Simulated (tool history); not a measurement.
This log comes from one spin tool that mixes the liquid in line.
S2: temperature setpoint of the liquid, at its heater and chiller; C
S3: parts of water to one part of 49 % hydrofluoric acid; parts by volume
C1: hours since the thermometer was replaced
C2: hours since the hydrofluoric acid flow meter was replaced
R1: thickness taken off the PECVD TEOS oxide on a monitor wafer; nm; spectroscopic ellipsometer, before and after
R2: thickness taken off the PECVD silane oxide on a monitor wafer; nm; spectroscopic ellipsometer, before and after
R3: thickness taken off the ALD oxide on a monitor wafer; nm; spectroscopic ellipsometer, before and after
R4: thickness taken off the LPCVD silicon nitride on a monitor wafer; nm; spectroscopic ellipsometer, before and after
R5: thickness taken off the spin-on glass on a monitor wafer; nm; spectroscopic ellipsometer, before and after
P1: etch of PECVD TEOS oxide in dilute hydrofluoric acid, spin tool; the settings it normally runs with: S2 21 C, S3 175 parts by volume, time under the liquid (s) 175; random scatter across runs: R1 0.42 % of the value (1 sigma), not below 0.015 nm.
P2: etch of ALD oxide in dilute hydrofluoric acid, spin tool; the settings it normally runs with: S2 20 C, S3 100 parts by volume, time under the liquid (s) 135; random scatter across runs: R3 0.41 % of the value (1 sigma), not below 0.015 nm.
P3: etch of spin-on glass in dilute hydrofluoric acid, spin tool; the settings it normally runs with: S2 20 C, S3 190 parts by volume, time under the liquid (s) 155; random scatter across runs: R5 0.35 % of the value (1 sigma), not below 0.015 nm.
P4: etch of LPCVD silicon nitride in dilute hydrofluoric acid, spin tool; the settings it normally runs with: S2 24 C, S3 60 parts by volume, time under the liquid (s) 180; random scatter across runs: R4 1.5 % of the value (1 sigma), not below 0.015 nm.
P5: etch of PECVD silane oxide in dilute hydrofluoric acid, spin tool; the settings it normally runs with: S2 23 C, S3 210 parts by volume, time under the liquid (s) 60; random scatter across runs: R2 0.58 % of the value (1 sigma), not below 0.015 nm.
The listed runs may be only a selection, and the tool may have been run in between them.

{"run": 1, "hour": 8.9, "process that ran": "P1", "S2": 21, "S3": 175, "time under the liquid (s)": 175, "C1": 1521.6, "C2": 382, "R1": 14.009}
{"run": 2, "hour": 17.0, "process that ran": "P5", "S2": 23, "S3": 210, "time under the liquid (s)": 15, "C1": 1529.7, "C2": 390.1, "R2": 1.5017}
{"run": 3, "hour": 22.9, "process that ran": "P1", "S2": 21, "S3": 175, "time under the liquid (s)": 175, "C1": 1535.6, "C2": 396, "R1": 13.907}
{"run": 4, "hour": 33.3, "process that ran": "P1", "S2": 21, "S3": 175, "time under the liquid (s)": 175, "C1": 1546, "C2": 406.4, "R1": 13.954}
{"run": 5, "hour": 38.9, "process that ran": "P1", "S2": 21, "S3": 175, "time under the liquid (s)": 15, "C1": 1551.6, "C2": 412, "R1": 1.2087}
{"run": 6, "hour": 46.5, "process that ran": "P1", "S2": 17, "S3": 315, "time under the liquid (s)": 175, "C1": 1559.2, "C2": 419.6, "R1": 5.8785}
{"run": 7, "hour": 58.2, "process that ran": "P5", "S2": 18.5, "S3": 210, "time under the liquid (s)": 60, "C1": 1570.9, "C2": 431.3, "R2": 4.9962}
{"run": 8, "hour": 68.1, "process that ran": "P2", "S2": 20, "S3": 100, "time under the liquid (s)": 135, "C1": 1580.8, "C2": 441.2, "R3": 17.884}
{"run": 9, "hour": 76.6, "process that ran": "P1", "S2": 18, "S3": 95, "time under the liquid (s)": 175, "C1": 1589.3, "C2": 449.7, "R1": 24.761}
{"run": 10, "hour": 85.8, "process that ran": "P1", "S2": 21, "S3": 105, "time under the liquid (s)": 175, "C1": 1598.5, "C2": 458.9, "R1": 25.064}
{"run": 11, "hour": 97.0, "process that ran": "P1", "S2": 21, "S3": 175, "time under the liquid (s)": 175, "C1": 1609.7, "C2": 470.1, "R1": 13.938}
{"run": 12, "hour": 108.4, "process that ran": "P4", "S2": 24, "S3": 20, "time under the liquid (s)": 180, "C1": 1621.1, "C2": 481.5, "R4": 4.4162}
{"run": 13, "hour": 120.3, "process that ran": "P1", "S2": 21, "S3": 175, "time under the liquid (s)": 175, "C1": 1633, "C2": 493.4, "R1": 13.988}
{"run": 14, "hour": 128.7, "process that ran": "P4", "S2": 24, "S3": 60, "time under the liquid (s)": 180, "C1": 1641.4, "C2": 501.8, "R4": 1.5073}
{"run": 15, "hour": 140.2, "process that ran": "P3", "S2": 20, "S3": 190, "time under the liquid (s)": 270, "C1": 1652.9, "C2": 513.3, "R5": 40.847}
{"run": 16, "hour": 152.3, "process that ran": "P5", "S2": 23, "S3": 70, "time under the liquid (s)": 60, "C1": 1665, "C2": 525.4, "R2": 20.95}
{"run": 17, "hour": 163.5, "process that ran": "P1", "S2": 21, "S3": 175, "time under the liquid (s)": 175, "C1": 1676.2, "C2": 536.6, "R1": 14.037}
{"run": 18, "hour": 172.6, "process that ran": "P1", "S2": 21, "S3": 280, "time under the liquid (s)": 245, "C1": 1685.3, "C2": 545.7, "R1": 11.02}
{"run": 19, "hour": 179.8, "process that ran": "P4", "S2": 24, "S3": 60, "time under the liquid (s)": 30, "C1": 1692.5, "C2": 552.9, "R4": 0.24128}
{"run": 20, "hour": 191.4, "process that ran": "P5", "S2": 23, "S3": 210, "time under the liquid (s)": 60, "C1": 1704.1, "C2": 564.5, "R2": 6.0065}
{"run": 21, "hour": 202.5, "process that ran": "P1", "S2": 21, "S3": 175, "time under the liquid (s)": 320, "C1": 1715.2, "C2": 575.6, "R1": 25.719}
{"run": 22, "hour": 214.4, "process that ran": "P3", "S2": 20, "S3": 190, "time under the liquid (s)": 155, "C1": 1727.1, "C2": 587.5, "R5": 23.358}
{"run": 23, "hour": 226.0, "process that ran": "P5", "S2": 23, "S3": 210, "time under the liquid (s)": 60, "C1": 1738.7, "C2": 599.1, "R2": 5.9592}
{"run": 24, "hour": 236.9, "process that ran": "P4", "S2": 32, "S3": 60, "time under the liquid (s)": 180, "C1": 1749.6, "C2": 610, "R4": 2.5374}
{"run": 25, "hour": 242.6, "process that ran": "P1", "S2": 17, "S3": 175, "time under the liquid (s)": 175, "C1": 1755.3, "C2": 615.7, "R1": 11.938}
{"run": 26, "hour": 250.9, "process that ran": "P1", "S2": 25.5, "S3": 175, "time under the liquid (s)": 175, "C1": 1763.6, "C2": 624, "R1": 16.568}
{"run": 27, "hour": 262.2, "process that ran": "P2", "S2": 28, "S3": 100, "time under the liquid (s)": 135, "C1": 1774.9, "C2": 635.3, "R3": 24.491}
{"run": 28, "hour": 272.7, "process that ran": "P2", "S2": 20, "S3": 100, "time under the liquid (s)": 135, "C1": 1785.4, "C2": 645.8, "R3": 17.697}
{"run": 29, "hour": 282.4, "process that ran": "P2", "S2": 20, "S3": 180, "time under the liquid (s)": 135, "C1": 1795.1, "C2": 655.5, "R3": 9.0869}
{"run": 30, "hour": 288.2, "process that ran": "P2", "S2": 20, "S3": 100, "time under the liquid (s)": 15, "C1": 1800.9, "C2": 661.3, "R3": 1.9417}
{"run": 31, "hour": 299.8, "process that ran": "P1", "S2": 21, "S3": 320, "time under the liquid (s)": 175, "C1": 1812.5, "C2": 672.9, "R1": 6.6369}
{"run": 32, "hour": 311.2, "process that ran": "P3", "S2": 17, "S3": 190, "time under the liquid (s)": 155, "C1": 1823.9, "C2": 684.3, "R5": 20.84}
{"run": 33, "hour": 319.3, "process that ran": "P1", "S2": 21, "S3": 175, "time under the liquid (s)": 175, "C1": 1832, "C2": 692.4, "R1": 13.927}
{"run": 34, "hour": 327.3, "process that ran": "P3", "S2": 20, "S3": 310, "time under the liquid (s)": 155, "C1": 1840, "C2": 700.4, "R5": 12.863}
{"run": 35, "hour": 335.6, "process that ran": "P4", "S2": 24, "S3": 60, "time under the liquid (s)": 180, "C1": 1848.3, "C2": 708.7, "R4": 1.5545}
{"run": 36, "hour": 344.0, "process that ran": "P1", "S2": 21, "S3": 175, "time under the liquid (s)": 175, "C1": 1856.7, "C2": 717.1, "R1": 13.961}
{"run": 37, "hour": 352.7, "process that ran": "P1", "S2": 21, "S3": 175, "time under the liquid (s)": 175, "C1": 1865.4, "C2": 725.8, "R1": 13.611}
{"run": 38, "hour": 359.4, "process that ran": "P1", "S2": 21, "S3": 175, "time under the liquid (s)": 175, "C1": 1872.1, "C2": 732.5, "R1": 13.37}
{"run": 39, "hour": 365.3, "process that ran": "P1", "S2": 21, "S3": 175, "time under the liquid (s)": 175, "C1": 1878, "C2": 738.4, "R1": 13.191}
{"run": 40, "hour": 372.7, "process that ran": "P1", "S2": 21, "S3": 175, "time under the liquid (s)": 175, "C1": 1885.4, "C2": 745.8, "R1": 13.308}
{"run": 41, "hour": 382.0, "process that ran": "P1", "S2": 21, "S3": 175, "time under the liquid (s)": 175, "C1": 1894.7, "C2": 755.1, "R1": 13.182}
{"run": 42, "hour": 393.6, "process that ran": "P1", "S2": 21, "S3": 175, "time under the liquid (s)": 175, "C1": 1906.3, "C2": 766.7, "R1": 13.146}
{"run": 43, "hour": 401.7, "process that ran": "P1", "S2": 21, "S3": 175, "time under the liquid (s)": 175, "C1": 1914.4, "C2": 774.8, "R1": 13.085}

Compared with where it was, what P1 gives has crept away. Each cause listed below fits the log as well as the rest, at the size given for it:
A: hydrofluoric acid flow below the setpoint (%) = 5.16
B: liquid colder than its thermometer reads (K) = 1.61
The process output started creeping at around hour 344.

The 4 check runs listed below each average the results of 5 wafers, and their outcomes are marked with question marks. Under which run would the listed causes produce clearly different results?
{"run": "check 1", "hour": 409.8, "process that ran": "P3", "S2": 17, "S3": 285, "time under the liquid (s)": 155, "R5": "?"}
{"run": "check 2", "hour": 409.8, "process that ran": "P2", "S2": 25, "S3": 100, "time under the liquid (s)": 60, "R3": "?"}
{"run": "check 3", "hour": 409.8, "process that ran": "P4", "S2": 31.5, "S3": 20, "time under the liquid (s)": 180, "R4": "?"}
{"run": "check 4", "hour": 409.8, "process that ran": "P5", "S2": 23, "S3": 115, "time under the liquid (s)": 60, "R2": "?"}

Predicted outcomes, by check and by cause:
check=check_1 result=R5 if_A=11.938 if_B=11.986
check=check_2 result=R3 if_A=9.1034 if_B=9.0681
check=check_3 result=R4 if_A=6.9735 if_B=6.6044
check=check_4 result=R2 if_A=11.355 if_B=11.311
Separation of the two closest causes in each check, using whichever result separates them best: check 1 0.4 %; check 2 0.39 %; check 3 5.44 %; check 4 0.39 %
Of the check runs offered, only check 3 discriminates between the causes; the rest would read about the same regardless of which cause applies.

Running check 3 produced the following: R4 6.9071 nm. Which one of the listed causes fits?

A is the cause: hydrofluoric acid flow below the setpoint (%).
